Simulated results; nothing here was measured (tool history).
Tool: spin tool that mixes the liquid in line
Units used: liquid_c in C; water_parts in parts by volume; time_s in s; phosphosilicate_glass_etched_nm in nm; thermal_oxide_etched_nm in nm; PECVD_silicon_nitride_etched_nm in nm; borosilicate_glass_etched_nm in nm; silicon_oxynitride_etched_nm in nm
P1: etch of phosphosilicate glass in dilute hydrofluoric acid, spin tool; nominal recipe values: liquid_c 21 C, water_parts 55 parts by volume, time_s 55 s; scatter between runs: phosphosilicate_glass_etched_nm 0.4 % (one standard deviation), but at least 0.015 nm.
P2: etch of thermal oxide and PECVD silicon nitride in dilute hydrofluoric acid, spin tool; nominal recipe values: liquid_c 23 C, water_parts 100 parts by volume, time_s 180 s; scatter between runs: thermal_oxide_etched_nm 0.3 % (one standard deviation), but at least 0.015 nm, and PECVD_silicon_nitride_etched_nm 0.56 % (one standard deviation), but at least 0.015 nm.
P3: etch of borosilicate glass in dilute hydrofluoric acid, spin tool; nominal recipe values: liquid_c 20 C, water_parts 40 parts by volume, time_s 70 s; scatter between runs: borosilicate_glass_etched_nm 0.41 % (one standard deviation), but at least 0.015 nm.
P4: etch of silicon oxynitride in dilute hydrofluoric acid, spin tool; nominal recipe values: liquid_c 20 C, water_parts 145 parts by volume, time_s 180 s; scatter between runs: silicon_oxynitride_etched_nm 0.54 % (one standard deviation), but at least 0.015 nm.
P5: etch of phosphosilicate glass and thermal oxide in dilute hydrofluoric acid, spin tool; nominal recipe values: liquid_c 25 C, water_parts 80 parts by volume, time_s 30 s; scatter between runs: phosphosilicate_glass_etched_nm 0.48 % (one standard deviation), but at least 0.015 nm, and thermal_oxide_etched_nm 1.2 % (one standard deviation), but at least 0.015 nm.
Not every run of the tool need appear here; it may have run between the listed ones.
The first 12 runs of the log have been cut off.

| run | hour | process | liquid_c | water_parts | time_s | phosphosilicate_glass_etched_nm | thermal_oxide_etched_nm | PECVD_silicon_nitride_etched_nm | borosilicate_glass_etched_nm | silicon_oxynitride_etched_nm |
|---|---|---|---|---|---|---|---|---|---|---|
| 13 | 145.5 | P1 | 21 | 55 | 55 | 56.998 |  |  |  |  |
| 14 | 161.6 | P1 | 17 | 100 | 55 | 25.079 |  |  |  |  |
| 15 | 174.3 | P1 | 21 | 55 | 55 | 56.958 |  |  |  |  |
| 16 | 184.7 | P2 | 23 | 100 | 315 |  | 14.21 | 8.0732 |  |  |
| 17 | 201.9 | P3 | 20 | 20 | 70 |  |  |  | 104.38 |  |
| 18 | 215.7 | P2 | 23 | 100 | 180 |  | 8.1331 | 4.6648 |  |  |
| 19 | 224.9 | P3 | 20 | 40 | 30 |  |  |  | 21.611 |  |
| 20 | 234.3 | P5 | 25 | 80 | 50 | 54.577 | 3.2179 |  |  |  |
| 21 | 244.9 | P1 | 21 | 55 | 55 | 57.002 |  |  |  |  |

Run 22 is up next; what results do you expect?
| 22 | 255.9 | P1 | 21 | 55 | 55 | ? |  |  |  |  |

phosphosilicate_glass_etched_nm: 57.191 nm
